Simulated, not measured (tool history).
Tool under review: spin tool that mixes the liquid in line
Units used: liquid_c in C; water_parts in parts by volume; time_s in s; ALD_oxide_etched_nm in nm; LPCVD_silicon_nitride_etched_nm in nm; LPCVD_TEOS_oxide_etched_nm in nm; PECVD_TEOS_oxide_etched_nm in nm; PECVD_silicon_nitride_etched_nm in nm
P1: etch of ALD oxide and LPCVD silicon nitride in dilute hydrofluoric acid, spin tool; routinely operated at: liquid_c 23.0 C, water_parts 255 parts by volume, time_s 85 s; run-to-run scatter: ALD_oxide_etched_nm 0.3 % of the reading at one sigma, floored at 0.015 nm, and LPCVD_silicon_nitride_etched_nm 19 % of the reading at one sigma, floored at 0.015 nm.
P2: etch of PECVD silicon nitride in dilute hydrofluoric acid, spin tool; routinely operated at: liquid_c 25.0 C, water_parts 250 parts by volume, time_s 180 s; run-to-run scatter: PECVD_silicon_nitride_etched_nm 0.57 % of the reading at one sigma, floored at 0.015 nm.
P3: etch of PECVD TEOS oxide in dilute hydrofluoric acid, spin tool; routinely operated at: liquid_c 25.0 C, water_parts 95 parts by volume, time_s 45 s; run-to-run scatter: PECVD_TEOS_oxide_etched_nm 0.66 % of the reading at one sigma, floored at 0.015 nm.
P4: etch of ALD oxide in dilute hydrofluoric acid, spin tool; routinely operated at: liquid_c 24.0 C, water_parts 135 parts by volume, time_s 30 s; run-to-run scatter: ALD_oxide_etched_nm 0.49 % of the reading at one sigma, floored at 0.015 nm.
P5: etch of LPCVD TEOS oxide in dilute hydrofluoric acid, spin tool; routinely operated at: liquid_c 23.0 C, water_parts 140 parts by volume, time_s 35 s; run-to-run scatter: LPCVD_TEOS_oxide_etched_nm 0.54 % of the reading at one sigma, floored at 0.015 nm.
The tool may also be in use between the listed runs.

run   hour  process  liquid_c  water_parts  time_s  ALD_oxide_etched_nm  LPCVD_silicon_nitride_etched_nm  LPCVD_TEOS_oxide_etched_nm  PECVD_TEOS_oxide_etched_nm  PECVD_silicon_nitride_etched_nm
  1   14.8       P1      23.0          255      85               7.5282                         0.134640
  2   25.6       P1      23.0          400     155               7.6013                         0.088162
  3   34.5       P5      23.0          200      35                                                                            3.3820
  4   46.9       P3      25.0           95      45                                                                                                        4.2793
  5   54.1       P5      23.0          140      35                                                                            5.2406
  6   61.7       P2      32.0          250     180                                                                                                                                        6.28420
  7   72.4       P4      24.0          135      30               6.7039
  8   79.2       P1      23.0          255     140              12.3710                         0.286880
  9   92.9       P5      27.5          140      35                                                                            6.1464
 10  100.4       P1      23.0          255      85               7.4997                         0.177480
 11  112.7       P1      23.0          255      15               1.3256                         0.027683
 12  119.6       P5      23.0          140      35                                                                            5.1809
 13  135.0       P3      25.0          140      45                                                                                                        2.7832
 14  147.1       P4      24.0          135      15               3.3213
 15  159.2       P1      23.0          255      85               7.5027                         0.117240
 16  166.7       P5      23.0          140      15                                                                            2.2275
 17  174.1       P2      25.0          115     180                                                                                                                                        9.03820
 18  186.8       P3      21.0           95      45                                                                                                        3.6896
 19  201.0       P4      31.0          135      30               8.7027
 20  212.5       P1      23.0          450     145               6.0649                         0.095971
 21  227.7       P4      24.0           30      30              34.3570
 22  237.6       P1      23.0          255      85               7.5134                         0.136060
 23  249.0       P1      23.0          255      85               7.5727                         0.172470
 24  256.6       P3      25.0           95      15                                                                                                        1.4063
 25  265.0       P1      23.0          255      85               7.5151                         0.117930
 26  279.2       P1      23.0          105      85              21.5200                         0.471650
 27  291.7       P1      17.0          255      85               6.0148                         0.111210
 28  305.2       P2      25.0          250     180                                                                                                                                        4.15920
 29  312.8       P2      25.0          250     180                                                                                                                                        4.13050
 30  327.8       P1      31.0          255      85               9.8576                         0.119420
 31  335.6       P2      25.0          250      15                                                                                                                                        0.34456
 32  351.2       P1      23.0          370      85               4.6687                         0.106330
 33  360.9       P1      18.0          425      85               3.2489                         0.058817
 34  369.5       P1      23.0          255      85               7.4839                         0.117780

Run 35 is up next; what results do you expect?
 35  382.4       P1      23.0          255      85                    ?                                ?

{"run 35": {"ALD_oxide_etched_nm": 7.7477, "LPCVD_silicon_nitride_etched_nm": 0.18105}}
